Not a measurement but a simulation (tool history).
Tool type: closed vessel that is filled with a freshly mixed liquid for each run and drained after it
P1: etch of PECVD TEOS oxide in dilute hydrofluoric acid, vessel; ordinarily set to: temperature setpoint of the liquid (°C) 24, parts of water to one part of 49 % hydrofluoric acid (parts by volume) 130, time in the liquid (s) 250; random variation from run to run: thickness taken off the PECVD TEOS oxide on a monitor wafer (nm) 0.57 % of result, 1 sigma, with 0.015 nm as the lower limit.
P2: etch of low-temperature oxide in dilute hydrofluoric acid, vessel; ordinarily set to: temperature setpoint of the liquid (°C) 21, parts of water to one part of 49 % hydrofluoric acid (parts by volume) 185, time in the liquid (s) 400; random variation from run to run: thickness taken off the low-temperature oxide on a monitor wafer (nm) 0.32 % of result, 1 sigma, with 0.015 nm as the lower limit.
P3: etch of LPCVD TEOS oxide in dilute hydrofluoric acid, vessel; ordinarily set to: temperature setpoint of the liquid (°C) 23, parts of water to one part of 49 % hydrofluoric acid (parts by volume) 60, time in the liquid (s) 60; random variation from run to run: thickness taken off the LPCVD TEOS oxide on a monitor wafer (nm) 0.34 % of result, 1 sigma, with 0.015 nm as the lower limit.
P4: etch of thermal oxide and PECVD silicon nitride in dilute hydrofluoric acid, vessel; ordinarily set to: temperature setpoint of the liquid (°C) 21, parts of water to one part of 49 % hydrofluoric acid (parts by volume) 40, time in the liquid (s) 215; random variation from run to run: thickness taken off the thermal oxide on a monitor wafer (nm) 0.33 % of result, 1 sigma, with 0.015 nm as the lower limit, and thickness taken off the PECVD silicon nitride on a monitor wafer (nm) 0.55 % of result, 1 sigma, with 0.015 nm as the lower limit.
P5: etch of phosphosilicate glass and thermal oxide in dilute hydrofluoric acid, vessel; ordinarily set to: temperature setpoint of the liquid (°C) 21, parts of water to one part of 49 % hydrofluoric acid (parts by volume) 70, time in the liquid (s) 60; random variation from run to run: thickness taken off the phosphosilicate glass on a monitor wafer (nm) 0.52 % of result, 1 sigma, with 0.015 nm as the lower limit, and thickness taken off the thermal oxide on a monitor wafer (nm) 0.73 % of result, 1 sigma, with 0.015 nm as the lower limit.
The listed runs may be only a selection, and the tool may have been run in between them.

run	day	process that ran	temperature setpoint of the liquid (°C)	parts of water to one part of 49 % hydrofluoric acid (parts by volume)	time in the liquid (s)	hours since the thermometer was replaced	hours since the hydrofluoric acid flow meter was replaced	thickness taken off the PECVD TEOS oxide on a monitor wafer (nm)	thickness taken off the LPCVD TEOS oxide on a monitor wafer (nm)	thickness taken off the thermal oxide on a monitor wafer (nm)	thickness taken off the PECVD silicon nitride on a monitor wafer (nm)	thickness taken off the low-temperature oxide on a monitor wafer (nm)	thickness taken off the phosphosilicate glass on a monitor wafer (nm)
1	0.383	P1	24	130	250	125.5	918.1	19.276					
2	0.971	P3	23	60	30	139.6	932.2		8.4954				
3	1.725	P4	21	40	215	157.7	950.3			24.288	8.2701		
4	2.371	P2	21	185	400	173.2	965.8					32.832	
5	3.108	P3	29	60	60	190.9	983.5		21.633				
6	3.517	P3	23	60	60	200.7	993.3		17.083				
7	3.908	P2	21	295	400	210.1	1002.7					18.488	
8	4.546	P1	24	130	250	225.4	1018	18.941					
9	5.325	P1	24	35	380	244.1	1036.7	120.85					
10	5.683	P5	21	70	60	252.7	1045.3			3.7549			50.012
11	6.375	P1	24	130	250	269.3	1061.9	18.884					
12	6.862	P1	24	175	405	281	1073.6	21.886					
13	7.642	P1	24	130	250	299.7	1092.3	19.13					
14	8.021	P1	24	130	250	308.8	1101.4	19.115					
15	8.729	P5	29	70	60	325.8	1118.4			5.18			69.114
16	9.092	P1	28.5	130	250	334.5	1127.1	22.495					
# day 9.096: thermometer replaced
17	9.729	P3	23	60	60	15.3	1142.4		16.956				
18	10.246	P1	24	30	250	27.7	1154.8	94.006					
19	10.658	P1	18	130	250	37.6	1164.7	15.045					
20	11.271	P1	24	130	250	52.3	1179.4	19.045					
21	11.888	P5	21	70	30	67.1	1194.2			1.8819			25.036
22	12.517	P4	21	60	215	82.2	1209.3			15.982	5.6082		
23	12.95	P1	19.5	130	365	92.6	1219.7	23.328					
24	13.488	P3	23	95	60	105.5	1232.6		10.33				
25	14.262	P2	21	185	55	124.1	1251.2					4.515	
26	14.821	P4	21	40	80	137.5	1264.6			9.0647	3.1122		
27	15.183	P1	24	130	250	146.2	1273.3	19.179					
28	15.688	P5	21	20	60	158.3	1285.4			13.998			186.26
29	16.029	P1	24	205	250	166.5	1293.6	11.145					
30	16.542	P4	21	40	215	178.8	1305.9			24.298	8.3772		
31	17.129	P1	24	130	50	192.9	1320	3.7549					
32	17.538	P4	17	40	215	202.7	1329.8			20.461	6.2211		
33	18.029	P5	21	70	60	214.5	1341.6			3.7152			50.056
34	18.446	P2	17	185	400	224.5	1351.6					28.1	
35	19.175	P1	24	130	475	242	1369.1	36.058					
36	19.662	P1	24	130	250	253.7	1380.8	18.999					
37	20.204	P1	24	130	250	266.7	1393.8	18.37					
38	20.567	P1	24	130	250	275.4	1402.5	18.135					
39	21.204	P1	24	130	250	290.7	1417.8	18.026					
40	21.8	P1	24	130	250	305	1432.1	17.806					
41	22.55	P1	24	130	250	323	1450.1	17.86					
42	23.275	P1	24	130	250	340.4	1467.5	17.545					

What P1 gives has crept away from where it was. These 2 causes fit the log equally well, each at the size given:
A: hydrofluoric acid flow below the setpoint (%) = 6.25
B: liquid colder than its thermometer reads (K) = 1.91
Onset of the creep was near day 19.662.

Listed below are the offered check runs, one wafer per run, with question marks in place of results. For which of them would the causes give clearly different outcomes?
check 1	24	P5	21	50	60					?			?
check 2	24	P3	23	60	30				?				
check 3	24	P4	21	40	90					?	?		
check 4	24	P2	17	185	400							?	

What each check would give under each cause:
check	result	if A	if B
check 1	thickness taken off the thermal oxide on a monitor wafer (nm)	5.0556	4.9926
check 1	thickness taken off the phosphosilicate glass on a monitor wafer (nm)	67.158	66.322
check 2	thickness taken off the LPCVD TEOS oxide on a monitor wafer (nm)	7.955	7.879
check 3	thickness taken off the thermal oxide on a monitor wafer (nm)	9.5552	9.4247
check 3	thickness taken off the PECVD silicon nitride on a monitor wafer (nm)	3.2559	3.0343
check 4	thickness taken off the low-temperature oxide on a monitor wafer (nm)	25.937	25.894
Distance between the nearest two causes, measured in the result of the check that separates them most: check 1 1.25 %; check 2 0.96 %; check 3 7.05 %; check 4 0.17 %
Only in check 3 would the causes give clearly different results; in the remaining checks their results would be nearly the same.

With check 3 done, the readings were: thickness taken off the thermal oxide on a monitor wafer (nm) 9.4784; thickness taken off the PECVD silicon nitride on a monitor wafer (nm) 2.9794. Identify which of the listed causes applies.

It was cause B: liquid colder than its thermometer reads (K).
